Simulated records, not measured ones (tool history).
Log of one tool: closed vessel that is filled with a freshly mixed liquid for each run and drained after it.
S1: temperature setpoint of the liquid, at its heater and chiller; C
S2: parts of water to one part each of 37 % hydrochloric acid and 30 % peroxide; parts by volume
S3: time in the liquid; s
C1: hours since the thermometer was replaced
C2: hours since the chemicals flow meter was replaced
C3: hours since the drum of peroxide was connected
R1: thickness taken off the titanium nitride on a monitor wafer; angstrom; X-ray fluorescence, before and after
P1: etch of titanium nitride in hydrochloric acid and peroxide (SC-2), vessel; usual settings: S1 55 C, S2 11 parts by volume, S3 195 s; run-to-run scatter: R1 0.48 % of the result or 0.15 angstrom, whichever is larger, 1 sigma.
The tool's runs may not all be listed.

Run 1, hour 4.3: S1 55 C, S2 11 parts by volume, S3 195 s; C1 488; C2 299.8; C3 297.2. Result: R1 60.836 angstrom.
Run 2, hour 8.9: S1 63.5 C, S2 11 parts by volume, S3 120 s; C1 492.6; C2 304.4; C3 301.8. Result: R1 63.431 angstrom.
Run 3, hour 12.9: S1 55 C, S2 20 parts by volume, S3 195 s; C1 496.6; C2 308.4; C3 305.8. Result: R1 36.089 angstrom.
Run 4, hour 16.1: S1 55 C, S2 11 parts by volume, S3 380 s; C1 499.8; C2 311.6; C3 309. Result: R1 118.65 angstrom.
Run 5, hour 20.7: S1 55 C, S2 11 parts by volume, S3 30 s; C1 504.4; C2 316.2; C3 313.6. Result: R1 9.6648 angstrom.
Run 6, hour 24.6: S1 71.5 C, S2 11 parts by volume, S3 195 s; C1 508.3; C2 320.1; C3 317.5. Result: R1 168.61 angstrom.
Run 7, hour 27.8: S1 55 C, S2 4 parts by volume, S3 195 s; C1 511.5; C2 323.3; C3 320.7. Result: R1 132.47 angstrom.
Run 8, hour 32.8: S1 43 C, S2 4.5 parts by volume, S3 195 s; C1 516.5; C2 328.3; C3 325.7. Result: R1 54.156 angstrom.
Run 9, hour 38.5: S1 55 C, S2 11 parts by volume, S3 195 s; C1 522.2; C2 334; C3 331.4. Result: R1 61.335 angstrom.
Run 10, hour 41.5: S1 42 C, S2 11 parts by volume, S3 195 s; C1 525.2; C2 337; C3 334.4. Result: R1 25.549 angstrom.
Run 11, hour 46: S1 55 C, S2 11 parts by volume, S3 195 s; C1 529.7; C2 341.5; C3 338.9. Result: R1 60.517 angstrom.
Run 12, hour 52.5: S1 55 C, S2 18.5 parts by volume, S3 275 s; C1 536.2; C2 348; C3 345.4. Result: R1 53.927 angstrom.
Run 13, hour 58.3: S1 55 C, S2 11 parts by volume, S3 195 s; C1 542; C2 353.8; C3 351.2. Result: R1 61.054 angstrom.
Run 14, hour 63.2: S1 55 C, S2 11 parts by volume, S3 195 s; C1 546.9; C2 358.7; C3 356.1. Result: R1 61.196 angstrom.
Run 15, hour 66.9: S1 55 C, S2 11 parts by volume, S3 195 s; C1 550.6; C2 362.4; C3 359.8. Result: R1 59.07 angstrom.
Run 16, hour 69.7: S1 55 C, S2 11 parts by volume, S3 195 s; C1 553.4; C2 365.2; C3 362.6. Result: R1 58.703 angstrom.
Run 17, hour 74.3: S1 55 C, S2 11 parts by volume, S3 195 s; C1 558; C2 369.8; C3 367.2. Result: R1 57.469 angstrom.
Run 18, hour 77.5: S1 55 C, S2 11 parts by volume, S3 195 s; C1 561.2; C2 373; C3 370.4. Result: R1 57.144 angstrom.
Run 19, hour 82: S1 55 C, S2 11 parts by volume, S3 195 s; C1 565.7; C2 377.5; C3 374.9. Result: R1 56.191 angstrom.
Run 20, hour 87.2: S1 55 C, S2 11 parts by volume, S3 195 s; C1 570.9; C2 382.7; C3 380.1. Result: R1 56.488 angstrom.

Forecast run 21:
At hour 87.3: new drum of peroxide connected.
Run 21, hour 93.1: S1 55 C, S2 11 parts by volume, S3 195 s; C1 576.8; C2 388.6; C3 5.9. Result: R1 ?.

R1: 55.939 angstrom
